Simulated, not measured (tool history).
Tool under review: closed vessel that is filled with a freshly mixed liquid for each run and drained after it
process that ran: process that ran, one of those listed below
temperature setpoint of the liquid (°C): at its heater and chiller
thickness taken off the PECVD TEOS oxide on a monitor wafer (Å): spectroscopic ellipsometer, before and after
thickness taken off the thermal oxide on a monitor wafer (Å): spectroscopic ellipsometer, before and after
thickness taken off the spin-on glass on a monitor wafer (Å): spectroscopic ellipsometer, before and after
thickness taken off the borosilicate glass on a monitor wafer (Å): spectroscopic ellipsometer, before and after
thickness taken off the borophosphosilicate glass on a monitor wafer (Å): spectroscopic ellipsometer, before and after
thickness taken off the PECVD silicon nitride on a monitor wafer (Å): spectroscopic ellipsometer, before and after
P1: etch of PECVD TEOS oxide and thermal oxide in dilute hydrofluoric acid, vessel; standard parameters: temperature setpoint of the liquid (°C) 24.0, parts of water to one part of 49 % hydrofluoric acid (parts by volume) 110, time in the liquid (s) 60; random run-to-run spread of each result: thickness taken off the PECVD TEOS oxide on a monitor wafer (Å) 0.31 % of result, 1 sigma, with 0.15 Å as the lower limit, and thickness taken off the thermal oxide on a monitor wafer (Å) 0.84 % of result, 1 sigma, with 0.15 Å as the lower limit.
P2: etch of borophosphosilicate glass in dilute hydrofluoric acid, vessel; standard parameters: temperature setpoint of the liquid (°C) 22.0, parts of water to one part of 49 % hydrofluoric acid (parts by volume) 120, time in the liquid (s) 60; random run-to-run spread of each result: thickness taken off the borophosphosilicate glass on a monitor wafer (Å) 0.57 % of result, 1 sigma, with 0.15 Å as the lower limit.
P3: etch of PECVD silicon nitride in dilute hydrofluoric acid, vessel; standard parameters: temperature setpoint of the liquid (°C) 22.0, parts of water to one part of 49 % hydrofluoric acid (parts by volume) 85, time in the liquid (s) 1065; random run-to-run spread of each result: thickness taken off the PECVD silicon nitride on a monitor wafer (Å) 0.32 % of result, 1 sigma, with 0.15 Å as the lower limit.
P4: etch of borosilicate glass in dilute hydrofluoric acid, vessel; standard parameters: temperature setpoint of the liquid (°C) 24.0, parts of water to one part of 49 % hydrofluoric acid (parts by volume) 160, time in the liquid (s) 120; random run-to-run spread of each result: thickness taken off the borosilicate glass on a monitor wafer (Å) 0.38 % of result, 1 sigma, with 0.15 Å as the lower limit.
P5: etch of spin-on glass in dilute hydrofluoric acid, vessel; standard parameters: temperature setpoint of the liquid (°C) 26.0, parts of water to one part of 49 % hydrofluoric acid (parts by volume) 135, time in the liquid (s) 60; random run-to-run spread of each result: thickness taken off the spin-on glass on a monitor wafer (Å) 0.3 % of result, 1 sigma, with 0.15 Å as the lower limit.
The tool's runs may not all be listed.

run   hour  process that ran  temperature setpoint of the liquid (°C)  parts of water to one part of 49 % hydrofluoric acid (parts by volume)  time in the liquid (s)  hours since the thermometer was replaced  hours since the hydrofluoric acid flow meter was replaced  thickness taken off the PECVD TEOS oxide on a monitor wafer (Å)  thickness taken off the thermal oxide on a monitor wafer (Å)  thickness taken off the spin-on glass on a monitor wafer (Å)  thickness taken off the borosilicate glass on a monitor wafer (Å)  thickness taken off the borophosphosilicate glass on a monitor wafer (Å)  thickness taken off the PECVD silicon nitride on a monitor wafer (Å)
  1   12.1                P1                                     24.0                                                                     110                      60                                    1880.4                                                      393.3                                                          127.250                                                       24.4760
  2   23.1                P1                                     24.0                                                                     185                      60                                    1891.4                                                      404.3                                                           69.522                                                       13.6930
  3   31.0                P1                                     24.0                                                                     110                      60                                    1899.3                                                      412.2                                                          127.720                                                       24.7670
  4   38.2                P5                                     26.0                                                                     135                      60                                    1906.5                                                      419.4                                                                                                                                                                                       261.33
  5   49.7                P4                                     17.0                                                                     160                     120                                    1918.0                                                      430.9                                                                                                                                                                                                                                                         147.390
  6   58.6                P2                                     22.0                                                                     120                      60                                    1926.9                                                      439.8                                                                                                                                                                                                                                                                                                                                    187.42
  7   65.9                P5                                     19.5                                                                     135                      60                                    1934.2                                                      447.1                                                                                                                                                                                       202.70
  8   77.1                P5                                     26.0                                                                      30                      60                                    1945.4                                                      458.3                                                                                                                                                                                      1341.20
  9   86.3                P2                                     17.0                                                                     120                      60                                    1954.6                                                      467.5                                                                                                                                                                                                                                                                                                                                    152.55
 10   91.9                P2                                     22.0                                                                     120                      30                                    1960.2                                                      473.1                                                                                                                                                                                                                                                                                                                                     93.28
      98.0  -- hydrofluoric acid flow meter replaced
 11  101.1                P1                                     24.0                                                                     110                      60                                    1969.4                                                        3.1                                                          127.350                                                       24.8140
 12  107.8                P3                                     22.0                                                                     135                    1065                                    1976.1                                                        9.8                                                                                                                                                                                                                                                                                                                                                                                                         132.810
 13  113.4                P4                                     24.0                                                                     260                     120                                    1981.7                                                       15.4                                                                                                                                                                                                                                                         106.650
 14  120.6                P1                                     24.0                                                                     110                      60                                    1988.9                                                       22.6                                                          127.960                                                       24.7550
 15  127.1                P2                                     22.0                                                                     190                      60                                    1995.4                                                       29.1                                                                                                                                                                                                                                                                                                                                    109.65
 16  137.3                P3                                     22.0                                                                      85                     465                                    2005.6                                                       39.3                                                                                                                                                                                                                                                                                                                                                                                                          90.959
 17  148.4                P2                                     22.0                                                                     120                      60                                    2016.7                                                       50.4                                                                                                                                                                                                                                                                                                                                    188.02
 18  153.9                P1                                     24.0                                                                     110                      60                                    2022.2                                                       55.9                                                          127.580                                                       24.7650
 19  159.3                P3                                     22.0                                                                      85                    1065                                    2027.6                                                       61.3                                                                                                                                                                                                                                                                                                                                                                                                         209.000
 20  170.0                P1                                     24.0                                                                     110                     105                                    2038.3                                                       72.0                                                          223.300                                                       43.3890
 21  180.1                P1                                     24.0                                                                     165                      30                                    2048.4                                                       82.1                                                           39.552                                                        7.8312
 22  189.2                P1                                     24.0                                                                     110                      60                                    2057.5                                                       91.2                                                          127.730                                                       24.9960
 23  199.9                P1                                     24.0                                                                      55                      60                                    2068.2                                                      101.9                                                          271.720                                                       53.6120
 24  208.0                P5                                     26.0                                                                     135                     110                                    2076.3                                                      110.0                                                                                                                                                                                       479.11
 25  216.5                P1                                     28.0                                                                     110                      60                                    2084.8                                                      118.5                                                          148.710                                                       28.7240
 26  225.3                P1                                     24.0                                                                     110                      30                                    2093.6                                                      127.3                                                           63.655                                                       12.3210
 27  231.5                P3                                     25.5                                                                      85                    1065                                    2099.8                                                      133.5                                                                                                                                                                                                                                                                                                                                                                                                         263.110
 28  240.1                P1                                     24.0                                                                     110                      60                                    2108.4                                                      142.1                                                          127.930                                                       24.5260
 29  250.3                P1                                     18.0                                                                     110                      95                                    2118.6                                                      152.3                                                          158.690                                                       30.8530
 30  257.0                P1                                     19.0                                                                     110                      60                                    2125.3                                                      159.0                                                          104.630                                                       19.9910
 31  266.3                P4                                     24.0                                                                     160                     120                                    2134.6                                                      168.3                                                                                                                                                                                                                                                         191.970
 32  277.6                P4                                     24.0                                                                     160                     120                                    2145.9                                                      179.6                                                                                                                                                                                                                                                         194.300
 33  285.2                P4                                     24.0                                                                     160                      40                                    2153.5                                                      187.2                                                                                                                                                                                                                                                          64.288
 34  296.0                P1                                     24.0                                                                     110                      60                                    2164.3                                                      198.0                                                          127.530                                                       25.0470
 35  305.4                P1                                     24.0                                                                     110                      60                                    2173.7                                                      207.4                                                          131.820                                                       24.9930
 36  316.8                P1                                     24.0                                                                     110                      60                                    2185.1                                                      218.8                                                          135.040                                                       26.1820
 37  326.3                P1                                     24.0                                                                     110                      60                                    2194.6                                                      228.3                                                          136.140                                                       25.8420
 38  333.2                P1                                     24.0                                                                     110                      60                                    2201.5                                                      235.2                                                          136.610                                                       26.6830
 39  341.2                P1                                     24.0                                                                     110                      60                                    2209.5                                                      243.2                                                          135.970                                                       26.2500
 40  346.5                P1                                     24.0                                                                     110                      60                                    2214.8                                                      248.5                                                          136.850                                                       26.8790
 41  355.1                P1                                     24.0                                                                     110                      60                                    2223.4                                                      257.1                                                          137.180                                                       26.6360

For run 42, what comes out?
 42  362.4                P1                                     24.0                                                                     110                      60                                    2230.7                                                      264.4                                                                ?                                                             ?

thickness taken off the PECVD TEOS oxide on a monitor wafer (Å): 137.260
thickness taken off the thermal oxide on a monitor wafer (Å): 27.0920
